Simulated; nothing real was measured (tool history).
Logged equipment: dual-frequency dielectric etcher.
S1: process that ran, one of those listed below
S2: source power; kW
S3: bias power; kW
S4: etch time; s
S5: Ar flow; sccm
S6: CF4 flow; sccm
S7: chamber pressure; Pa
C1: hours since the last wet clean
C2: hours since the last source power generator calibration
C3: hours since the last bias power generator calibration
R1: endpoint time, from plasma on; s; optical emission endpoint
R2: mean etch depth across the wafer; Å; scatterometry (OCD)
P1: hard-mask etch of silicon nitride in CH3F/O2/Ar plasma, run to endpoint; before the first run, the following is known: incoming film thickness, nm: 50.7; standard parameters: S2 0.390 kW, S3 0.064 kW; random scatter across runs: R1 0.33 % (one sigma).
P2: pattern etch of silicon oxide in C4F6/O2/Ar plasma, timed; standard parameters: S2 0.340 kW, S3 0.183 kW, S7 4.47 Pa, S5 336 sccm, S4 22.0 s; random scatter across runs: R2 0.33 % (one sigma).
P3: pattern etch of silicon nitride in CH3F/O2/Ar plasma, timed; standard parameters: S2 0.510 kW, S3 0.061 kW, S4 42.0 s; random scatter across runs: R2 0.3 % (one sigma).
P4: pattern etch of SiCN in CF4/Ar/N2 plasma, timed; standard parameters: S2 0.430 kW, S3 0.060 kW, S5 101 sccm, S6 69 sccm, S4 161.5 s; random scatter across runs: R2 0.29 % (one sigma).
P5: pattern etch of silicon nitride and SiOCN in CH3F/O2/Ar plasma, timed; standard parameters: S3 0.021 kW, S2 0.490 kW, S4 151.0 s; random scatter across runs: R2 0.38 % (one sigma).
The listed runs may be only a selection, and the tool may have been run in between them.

run     day  S1     S2     S3     S4   S5  S6    S7     C1      C2     C3       R1       R2
  1   0.196  P1  0.390  0.064                        272.2  1756.5  223.3   76.321
  2   0.421  P1  0.390  0.064                        277.6  1761.9  228.7   76.006
  3   0.729  P3  0.510  0.061   52.5                 285.0  1769.3  236.1            380.18
  4   0.942  P1  0.500  0.064                        290.1  1774.4  241.2   69.280
  5   1.208  P3  0.720  0.061   42.0                 296.5  1780.8  247.6            347.96
  6   1.458  P1  0.390  0.064                        302.5  1786.8  253.6   76.345
  7   1.679  P1  0.390  0.064                        307.8  1792.1  258.9   76.371
  8   1.958  P3  0.510  0.061   42.0                 314.5  1798.8  265.6            302.32
  9   2.138  P4  0.430  0.060  220.0  101  69        318.8  1803.1  269.9           1754.40
 10   2.362  P1  0.390  0.064                        324.2  1808.5  275.3   76.246
 11   2.658  P1  0.390  0.064                        331.3  1815.6  282.4   76.208
 12   2.875  P1  0.390  0.038                        336.5  1820.8  287.6   90.207
 13   3.117  P4  0.430  0.060  161.5  101  69        342.3  1826.6  293.4           1286.30
 14   3.296  P2  0.340  0.183   12.0  336      4.47  346.6  1830.9  297.7            339.37
 15   3.629  P5  0.580  0.021  151.0                 354.6  1838.9  305.7            224.66
 16   3.800  P5  0.490  0.021   83.0                 358.7  1843.0  309.8            116.31
 17   4.058  P4  0.430  0.060  161.5  101  83        364.9  1849.2  316.0           1326.30
 18   4.267  P1  0.390  0.091                        369.9  1854.2  321.0   67.399
 19   4.483  P2  0.340  0.183   22.0  336      6.33  375.1  1859.4  326.2            595.35
 20   4.683  P5  0.490  0.021  151.0                 379.9  1864.2  331.0            212.71
 21   4.850  P4  0.430  0.040  161.5  101  69        383.9  1868.2  335.0           1126.80
 22   5.038  P1  0.480  0.046                        388.4  1872.7  339.5   78.150
 23   5.258  P2  0.470  0.183   22.0  336      4.47  393.7  1878.0  344.8            702.51
 24   5.433  P2  0.340  0.183   22.0  244      4.47  397.9  1882.2  349.0            642.26
 25   5.758  P4  0.260  0.060  161.5  101  69        405.7  1890.0  356.8            830.30
 26   6.042  P2  0.340  0.251   22.0  336      4.47  412.5  1896.8  363.6            691.54
 27   6.367  P1  0.270  0.042                        420.3  1904.6  371.4  100.250
 28   6.629  P2  0.340  0.183   22.0  336      4.47  426.6  1910.9  377.7            619.84
 29   6.975  P1  0.270  0.064                        434.9  1919.2  386.0   87.433
 30   7.321  P5  0.490  0.026  151.0                 443.2  1927.5  394.3            233.21
 31   7.654  P3  0.510  0.037   42.0                 451.2  1935.5  402.3            261.65
 32   7.962  P4  0.430  0.060  161.5  126  69        458.6  1942.9  409.7           1240.30
 33   8.238  P4  0.430  0.060  161.5  101  69        465.2  1949.5  416.3           1280.30
 34   8.408  P1  0.390  0.064                        469.3  1953.6  420.4   76.120
 35   8.588  P1  0.390  0.064                        473.6  1957.9  424.7   76.599
 36   8.900  P1  0.390  0.064                        481.1  1965.4  432.2   76.675
 37   9.146  P1  0.390  0.064                        487.0  1971.3  438.1   76.961
 38   9.388  P1  0.390  0.064                        492.8  1977.1  443.9   77.277
      9.500  -- wet clean of the chamber
 39   9.725  P1  0.390  0.064                          5.4  1985.2  452.0   77.465
 40   9.938  P1  0.390  0.064                         10.5  1990.3  457.1   77.184
 41  10.225  P1  0.390  0.064                         17.4  1997.2  464.0   77.872
 42  10.425  P1  0.390  0.064                         22.2  2002.0  468.8   77.339
 43  10.729  P1  0.390  0.064                         29.5  2009.3  476.1   77.288

Something has made what P1 gives creep away from where it was; the 2 causes below, each at its own stated size, fit the log equally well:
A: bias power that arrives under what is set, % = 4.8
B: source power that arrives under what is set, % = 4.19
Creep in the process output first set in at about day 8.408.
Every other cause this tool's parts could produce, and why it does not fit the log:
chamber walls in a state that lowers the etch rate, %: serviced at day 9.500, after the drift had started, without restoring the earlier output

Of the 4 check runs listed below, each run on one wafer and each result written as a question mark, which would let you distinguish the listed causes because they would give clearly different results?
check 1  11.033  P5  0.560  0.021  151.0                                  ?
check 2  11.033  P3  0.660  0.043   42.0                                  ?
check 3  11.033  P2  0.460  0.183   22.0  336      4.47                   ?
check 4  11.033  P4  0.430  0.049  161.5  101  69                         ?

Outcome of each check run for each possible cause:
  check  result     if A     if B
check 1      R2   217.88   219.17
check 2      R2   298.36   297.39
check 3      R2   688.62   687.69
check 4      R2  1185.70  1159.60
Gap, in per cent, between the two causes that each check separates least, read from the result that separates them most: check 1 0.59 %; check 2 0.32 %; check 3 0.14 %; check 4 2.23 %
The other checks would show nearly matching results whichever cause is true, so check 4 is the only one that separates the causes.

The results of check 4 are: R2 1160.50 Å. Based on these, which of the listed causes is it?

Of the candidate causes, it is B: source power that arrives under what is set, %.

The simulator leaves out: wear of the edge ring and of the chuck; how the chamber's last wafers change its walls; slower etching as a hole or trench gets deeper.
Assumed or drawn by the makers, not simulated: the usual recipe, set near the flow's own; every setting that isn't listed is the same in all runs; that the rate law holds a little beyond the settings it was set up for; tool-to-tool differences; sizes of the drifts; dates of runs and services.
